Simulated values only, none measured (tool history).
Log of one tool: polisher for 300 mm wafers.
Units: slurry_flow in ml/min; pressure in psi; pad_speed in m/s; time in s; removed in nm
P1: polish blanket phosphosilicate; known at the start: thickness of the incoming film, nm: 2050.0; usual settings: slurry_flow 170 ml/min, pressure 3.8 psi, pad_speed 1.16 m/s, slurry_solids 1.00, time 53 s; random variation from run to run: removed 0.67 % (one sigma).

{"run": 1, "hour": 2.7, "slurry_flow": 170, "pressure": 3.8, "pad_speed": 1.16, "slurry_solids": 1.0, "time": 53, "removed": 709.63}
{"hour": 7.6, "done": "head pressure recalibrated"}
{"run": 2, "hour": 7.7, "slurry_flow": 170, "pressure": 3.8, "pad_speed": 1.16, "slurry_solids": 1.0, "time": 53, "removed": 705.87}
{"run": 3, "hour": 12.1, "slurry_flow": 170, "pressure": 3.8, "pad_speed": 0.7, "slurry_solids": 1.0, "time": 53, "removed": 476.28}
{"run": 4, "hour": 16.0, "slurry_flow": 170, "pressure": 3.8, "pad_speed": 1.16, "slurry_solids": 0.75, "time": 76, "removed": 881.91}
{"run": 5, "hour": 19.4, "slurry_flow": 170, "pressure": 5.8, "pad_speed": 1.16, "slurry_solids": 1.0, "time": 53, "removed": 1086.6}
{"run": 6, "hour": 25.3, "slurry_flow": 245, "pressure": 3.8, "pad_speed": 1.16, "slurry_solids": 1.0, "time": 53, "removed": 759.68}
{"run": 7, "hour": 28.2, "slurry_flow": 170, "pressure": 3.8, "pad_speed": 1.16, "slurry_solids": 1.0, "time": 53, "removed": 711.4}
{"run": 8, "hour": 33.5, "slurry_flow": 170, "pressure": 3.8, "pad_speed": 1.16, "slurry_solids": 1.45, "time": 53, "removed": 831.16}
{"run": 9, "hour": 37.4, "slurry_flow": 170, "pressure": 1.9, "pad_speed": 1.16, "slurry_solids": 1.0, "time": 53, "removed": 357.82}
{"run": 10, "hour": 43.5, "slurry_flow": 170, "pressure": 3.8, "pad_speed": 1.16, "slurry_solids": 0.5, "time": 53, "removed": 494.5}
{"run": 11, "hour": 48.2, "slurry_flow": 170, "pressure": 3.8, "pad_speed": 1.16, "slurry_solids": 1.0, "time": 53, "removed": 716.95}
{"run": 12, "hour": 51.8, "slurry_flow": 170, "pressure": 3.8, "pad_speed": 1.16, "slurry_solids": 1.0, "time": 38, "removed": 511.13}
{"run": 13, "hour": 57.4, "slurry_flow": 170, "pressure": 3.8, "pad_speed": 1.82, "slurry_solids": 1.0, "time": 53, "removed": 1033.4}
{"run": 14, "hour": 60.8, "slurry_flow": 100, "pressure": 3.8, "pad_speed": 1.16, "slurry_solids": 1.0, "time": 53, "removed": 642.79}
{"run": 15, "hour": 64.7, "slurry_flow": 170, "pressure": 3.8, "pad_speed": 1.16, "slurry_solids": 1.0, "time": 83, "removed": 1111.7}
{"run": 16, "hour": 68.0, "slurry_flow": 170, "pressure": 3.8, "pad_speed": 1.16, "slurry_solids": 1.0, "time": 53, "removed": 705.71}
{"run": 17, "hour": 73.6, "slurry_flow": 170, "pressure": 3.8, "pad_speed": 1.16, "slurry_solids": 1.0, "time": 53, "removed": 674.98}
{"run": 18, "hour": 79.0, "slurry_flow": 170, "pressure": 3.8, "pad_speed": 1.16, "slurry_solids": 1.0, "time": 53, "removed": 649.58}
{"hour": 79.2, "done": "slurry nozzle cleaned"}
{"hour": 80.6, "done": "conditioning disc replaced and pad reconditioned"}
{"run": 19, "hour": 82.5, "slurry_flow": 170, "pressure": 3.8, "pad_speed": 1.16, "slurry_solids": 1.0, "time": 53, "removed": 637.59}
{"run": 20, "hour": 86.5, "slurry_flow": 170, "pressure": 3.8, "pad_speed": 1.16, "slurry_solids": 1.0, "time": 53, "removed": 643.23}
{"hour": 89.5, "done": "head pressure recalibrated"}
{"run": 21, "hour": 89.6, "slurry_flow": 170, "pressure": 3.8, "pad_speed": 1.16, "slurry_solids": 1.0, "time": 53, "removed": 628.98}
{"run": 22, "hour": 94.6, "slurry_flow": 170, "pressure": 3.8, "pad_speed": 1.16, "slurry_solids": 1.0, "time": 53, "removed": 622.89}
{"run": 23, "hour": 99.3, "slurry_flow": 170, "pressure": 3.8, "pad_speed": 1.16, "slurry_solids": 1.0, "time": 53, "removed": 631.03}

What P1 gives has crept away from where it was. These 2 causes fit the log equally well, each at the size given:
A: abrasive missing from the slurry, % = 23.4
B: removal rate lost through wear of the pad, % = 12.2
The creep began at about hour 68.0.
Why every other cause is out:
slurry flow missing at the pad, %: serviced at hour 79.2, which brought nothing back
head's pressure below its setpoint, %: serviced at hour 89.5, which brought nothing back
time polished since the conditioner stopped cutting, s: serviced at hour 80.6, which brought nothing back

4 check runs are offered, each on 5 wafers whose results are averaged, their results left as question marks. Which one tells the causes apart?
{"run": "check 1", "hour": 104.0, "slurry_flow": 170, "pressure": 3.8, "pad_speed": 1.16, "slurry_solids": 1.4, "time": 53, "removed": "?"}
{"run": "check 2", "hour": 104.0, "slurry_flow": 170, "pressure": 3.8, "pad_speed": 1.74, "slurry_solids": 1.0, "time": 53, "removed": "?"}
{"run": "check 3", "hour": 104.0, "slurry_flow": 220, "pressure": 3.0, "pad_speed": 1.16, "slurry_solids": 1.0, "time": 53, "removed": "?"}
{"run": "check 4", "hour": 104.0, "slurry_flow": 225, "pressure": 3.8, "pad_speed": 1.16, "slurry_solids": 1.0, "time": 53, "removed": "?"}

What each check would give under each cause:
check=check_1 result=removed if_A=735.40 if_B=719.28
check=check_2 result=removed if_A=865.75 if_B=865.68
check=check_3 result=removed if_A=511.89 if_B=511.85
check=check_4 result=removed if_A=650.14 if_B=650.08
How far apart the two closest causes lie, in the result that separates them most: check 1 2.22 %; check 2 0.01 %; check 3 0.01 %; check 4 0.01 %
Check 1 tells the causes apart: in the others they would give nearly the same result.

Check 1 was then run and gave: removed 737.70 nm. Which cause is it?

It is A: abrasive missing from the slurry, %.

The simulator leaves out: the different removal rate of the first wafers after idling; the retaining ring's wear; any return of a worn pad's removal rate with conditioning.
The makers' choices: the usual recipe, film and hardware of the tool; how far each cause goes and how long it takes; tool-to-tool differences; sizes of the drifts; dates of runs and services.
